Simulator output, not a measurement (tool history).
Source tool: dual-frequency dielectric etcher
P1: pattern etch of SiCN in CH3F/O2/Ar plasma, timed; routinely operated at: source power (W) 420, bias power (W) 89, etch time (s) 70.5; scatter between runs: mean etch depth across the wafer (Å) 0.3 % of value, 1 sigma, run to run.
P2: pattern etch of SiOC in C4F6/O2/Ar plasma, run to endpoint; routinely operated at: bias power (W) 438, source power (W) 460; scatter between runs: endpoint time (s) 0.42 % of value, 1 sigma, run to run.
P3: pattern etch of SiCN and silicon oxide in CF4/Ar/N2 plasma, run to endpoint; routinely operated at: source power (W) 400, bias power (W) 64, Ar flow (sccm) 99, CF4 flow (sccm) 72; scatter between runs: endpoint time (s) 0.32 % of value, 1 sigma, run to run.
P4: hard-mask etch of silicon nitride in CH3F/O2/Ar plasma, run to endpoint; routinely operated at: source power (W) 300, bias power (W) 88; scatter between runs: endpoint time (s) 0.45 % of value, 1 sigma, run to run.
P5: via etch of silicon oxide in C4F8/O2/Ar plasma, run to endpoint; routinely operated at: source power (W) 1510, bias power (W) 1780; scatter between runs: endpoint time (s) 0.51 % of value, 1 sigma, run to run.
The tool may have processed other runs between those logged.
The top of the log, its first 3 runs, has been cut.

run,hour,process that ran,source power (W),bias power (W),etch time (s),Ar flow (sccm),CF4 flow (sccm),hours since the last wet clean,hours since the last source power generator calibration,hours since the last bias power generator calibration,mean etch depth across the wafer (Å),endpoint time (s)
4,11.5,P2,460,438,,,,228,3468.8,1587.9,,12.586
5,13.4,P2,460,310,,,,229.9,3470.7,1589.8,,14.21
6,17.1,P1,420,89,39,,,233.6,3474.4,1593.5,156.34,
7,19.6,P1,300,89,70.5,,,236.1,3476.9,1596,249.48,
8,22.7,P5,1510,2195,,,,239.2,3480,1599.1,,234.6
9,26.8,P1,420,122,70.5,,,243.3,3484.1,1603.2,319.37,
10,29.3,P3,400,64,,99,52,245.8,3486.6,1605.7,,15.488
11,31.4,P1,420,89,70.5,,,247.9,3488.7,1607.8,282.03,
12,34.5,P1,290,89,86.5,,,251,3491.8,1610.9,304,
13,37.1,P3,550,64,,99,72,253.6,3494.4,1613.5,,11.09
14,39.6,P1,420,67,70.5,,,256.1,3496.9,1616,256.4,
15,43.5,P2,460,438,,,,260,3500.8,1619.9,,12.611
16,46.9,P4,300,88,,,,263.4,3504.2,1623.3,,60.816
17,50.9,P3,400,88,,99,72,267.4,3508.2,1627.3,,13.23
18,54.4,P5,2070,1780,,,,270.9,3511.7,1630.8,,220.94

Run 19 has not been measured yet. What should we expect?
19,58,P2,600,438,,,,274.5,3515.3,1634.4,,?

endpoint time (s): 11.292
